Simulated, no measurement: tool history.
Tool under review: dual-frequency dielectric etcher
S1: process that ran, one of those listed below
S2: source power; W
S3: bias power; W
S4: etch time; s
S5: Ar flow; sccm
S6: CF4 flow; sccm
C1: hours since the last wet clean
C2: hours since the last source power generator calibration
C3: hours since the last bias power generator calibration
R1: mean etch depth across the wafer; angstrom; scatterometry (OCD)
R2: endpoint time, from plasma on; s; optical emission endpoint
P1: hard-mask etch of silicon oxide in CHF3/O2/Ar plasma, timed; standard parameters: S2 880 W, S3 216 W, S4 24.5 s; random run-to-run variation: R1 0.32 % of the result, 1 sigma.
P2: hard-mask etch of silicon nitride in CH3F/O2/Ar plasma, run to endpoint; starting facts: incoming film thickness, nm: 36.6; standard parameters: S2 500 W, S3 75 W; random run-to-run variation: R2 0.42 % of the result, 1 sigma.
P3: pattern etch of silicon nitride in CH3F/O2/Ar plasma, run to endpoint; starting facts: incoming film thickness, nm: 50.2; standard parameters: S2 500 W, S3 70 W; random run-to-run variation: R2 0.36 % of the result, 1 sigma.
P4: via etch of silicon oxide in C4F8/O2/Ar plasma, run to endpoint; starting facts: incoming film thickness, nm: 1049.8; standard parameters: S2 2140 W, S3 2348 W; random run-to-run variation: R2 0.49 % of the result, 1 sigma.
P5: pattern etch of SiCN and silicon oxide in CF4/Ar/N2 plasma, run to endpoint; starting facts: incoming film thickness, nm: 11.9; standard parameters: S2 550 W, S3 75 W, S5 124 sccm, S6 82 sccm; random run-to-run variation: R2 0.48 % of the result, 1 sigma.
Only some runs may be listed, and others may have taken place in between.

Run 1, day 0.3: S1 P1, S2 880 W, S3 216 W, S4 24.5 s; C1 202.1; C2 927.5; C3 1734.2. Result: R1 607.64 angstrom.
Run 2, day 0.933: S1 P1, S2 880 W, S3 216 W, S4 16.5 s; C1 217.3; C2 942.7; C3 1749.4. Result: R1 410.18 angstrom.
Run 3, day 1.404: S1 P4, S2 2140 W, S3 2348 W; C1 228.6; C2 954; C3 1760.7. Result: R2 192.7 s.
Run 4, day 2.042: S1 P1, S2 590 W, S3 216 W, S4 24.5 s; C1 243.9; C2 969.3; C3 1776. Result: R1 521.07 angstrom.
Run 5, day 2.479: S1 P2, S2 500 W, S3 75 W; C1 254.4; C2 979.8; C3 1786.5. Result: R2 48.169 s.
Run 6, day 2.879: S1 P2, S2 500 W, S3 75 W; C1 264; C2 989.4; C3 1796.1. Result: R2 48.014 s.
Run 7, day 3.217: S1 P5, S2 550 W, S3 61 W, S5 124 sccm, S6 82 sccm; C1 272.1; C2 997.5; C3 1804.2. Result: R2 12.576 s.
Run 8, day 3.758: S1 P3, S2 500 W, S3 48 W; C1 285.1; C2 1010.5; C3 1817.2. Result: R2 74.133 s.
Run 9, day 4.258: S1 P5, S2 550 W, S3 75 W, S5 155 sccm, S6 82 sccm; C1 297.1; C2 1022.5; C3 1829.2. Result: R2 12.159 s.
At day 4.288: wet clean of the chamber.
Run 10, day 4.842: S1 P1, S2 1110 W, S3 216 W, S4 24.5 s; C1 13.3; C2 1036.5; C3 1843.2. Result: R1 665.66 angstrom.
Run 11, day 5.2: S1 P1, S2 880 W, S3 216 W, S4 24.5 s; C1 21.9; C2 1045.1; C3 1851.8. Result: R1 608.78 angstrom.
Run 12, day 5.692: S1 P1, S2 880 W, S3 305 W, S4 24.5 s; C1 33.7; C2 1056.9; C3 1863.6. Result: R1 689.23 angstrom.
Run 13, day 5.992: S1 P1, S2 880 W, S3 216 W, S4 33.5 s; C1 40.9; C2 1064.1; C3 1870.8. Result: R1 832.89 angstrom.
Run 14, day 6.604: S1 P4, S2 2870 W, S3 2348 W; C1 55.6; C2 1078.8; C3 1885.5. Result: R2 170.44 s.
Run 15, day 7.233: S1 P5, S2 550 W, S3 75 W, S5 124 sccm, S6 82 sccm; C1 70.7; C2 1093.9; C3 1900.6. Result: R2 11.736 s.
Run 16, day 7.883: S1 P2, S2 670 W, S3 75 W; C1 86.3; C2 1109.5; C3 1916.2. Result: R2 43.088 s.
Run 17, day 8.575: S1 P1, S2 880 W, S3 171 W, S4 34 s; C1 102.9; C2 1126.1; C3 1932.8. Result: R1 782.44 angstrom.
Run 18, day 9.108: S1 P3, S2 370 W, S3 70 W; C1 115.7; C2 1138.9; C3 1945.6. Result: R2 74.191 s.
Run 19, day 9.779: S1 P2, S2 500 W, S3 44 W; C1 131.8; C2 1155; C3 1961.7. Result: R2 57.049 s.
Run 20, day 10.254: S1 P1, S2 880 W, S3 142 W, S4 24.5 s; C1 143.2; C2 1166.4; C3 1973.1. Result: R1 533.51 angstrom.
Run 21, day 10.754: S1 P4, S2 2140 W, S3 3161 W; C1 155.2; C2 1178.4; C3 1985.1. Result: R2 175.53 s.
Run 22, day 11.417: S1 P5, S2 380 W, S3 75 W, S5 124 sccm, S6 82 sccm; C1 171.1; C2 1194.3; C3 2001. Result: R2 16.253 s.
Run 23, day 11.825: S1 P1, S2 880 W, S3 130 W, S4 15.5 s; C1 180.9; C2 1204.1; C3 2010.8. Result: R1 327.22 angstrom.
Run 24, day 12.158: S1 P1, S2 880 W, S3 216 W, S4 24.5 s; C1 188.9; C2 1212.1; C3 2018.8. Result: R1 610.57 angstrom.
Run 25, day 12.55: S1 P1, S2 880 W, S3 216 W, S4 24.5 s; C1 198.3; C2 1221.5; C3 2028.2. Result: R1 607.67 angstrom.
Run 26, day 12.917: S1 P1, S2 880 W, S3 216 W, S4 24.5 s; C1 207.1; C2 1230.3; C3 2037. Result: R1 609.25 angstrom.
Run 27, day 13.354: S1 P5, S2 550 W, S3 75 W, S5 124 sccm, S6 51 sccm; C1 217.6; C2 1240.8; C3 2047.5. Result: R2 12.621 s.
Run 28, day 13.871: S1 P3, S2 500 W, S3 70 W; C1 230; C2 1253.2; C3 2059.9. Result: R2 66.471 s.
Run 29, day 14.312: S1 P1, S2 880 W, S3 216 W, S4 24.5 s; C1 240.6; C2 1263.8; C3 2070.5. Result: R1 610.35 angstrom.
Run 30, day 14.946: S1 P1, S2 880 W, S3 216 W, S4 24.5 s; C1 255.8; C2 1279; C3 2085.7. Result: R1 617.52 angstrom.
Run 31, day 15.308: S1 P1, S2 880 W, S3 216 W, S4 24.5 s; C1 264.5; C2 1287.7; C3 2094.4. Result: R1 612.61 angstrom.
At day 15.7: wet clean of the chamber.
Run 32, day 15.879: S1 P1, S2 880 W, S3 216 W, S4 24.5 s; C1 4.4; C2 1301.4; C3 2108.1. Result: R1 616.67 angstrom.
Run 33, day 16.354: S1 P1, S2 880 W, S3 216 W, S4 24.5 s; C1 15.8; C2 1312.8; C3 2119.5. Result: R1 620.22 angstrom.
Run 34, day 16.8: S1 P1, S2 880 W, S3 216 W, S4 24.5 s; C1 26.5; C2 1323.5; C3 2130.2. Result: R1 616.55 angstrom.
Run 35, day 17.175: S1 P1, S2 880 W, S3 216 W, S4 24.5 s; C1 35.5; C2 1332.5; C3 2139.2. Result: R1 619.36 angstrom.

P1 no longer gives what it gave before; its output has crept away from where it was. The following 2 causes, each at its listed size, fit the log equally well:
A: source power that arrives over what is set, % = 4.34
B: bias power that arrives over what is set, % = 4.87
The gradual shift began around day 14.312.
What rules out each remaining cause:
chamber walls in a state that raises the etch rate, %: serviced at day 15.7, after the drift had started, without restoring the earlier output

Which of the 4 check runs listed below, each an average over 3 wafers with its results shown as question marks, gives clearly different results under the different listed causes?
Run check 1, day 17.55: S1 P2, S2 500 W, S3 75 W. Result: R2 ?.
Run check 2, day 17.55: S1 P3, S2 500 W, S3 70 W. Result: R2 ?.
Run check 3, day 17.55: S1 P4, S2 2140 W, S3 2348 W. Result: R2 ?.
Run check 4, day 17.55: S1 P5, S2 550 W, S3 75 W, S5 124 sccm, S6 82 sccm. Result: R2 ?.

Check results expected under each cause:
  check  result    if A    if B
check 1      R2  47.231  47.227
check 2      R2  64.971  64.987
check 3      R2  189.26  189.78
check 4      R2  11.291  11.534
How far apart the two closest causes lie, in the result that separates them most: check 1 0.01 %; check 2 0.03 %; check 3 0.28 %; check 4 2.13 %
Check 4 distinguishes between the causes, while the remaining checks would return nearly the same result for all of them.

Check 4 was carried out, with these results: R2 11.554 s. Which of the listed causes is responsible?

Of the candidate causes, it is B: bias power that arrives over what is set, %.
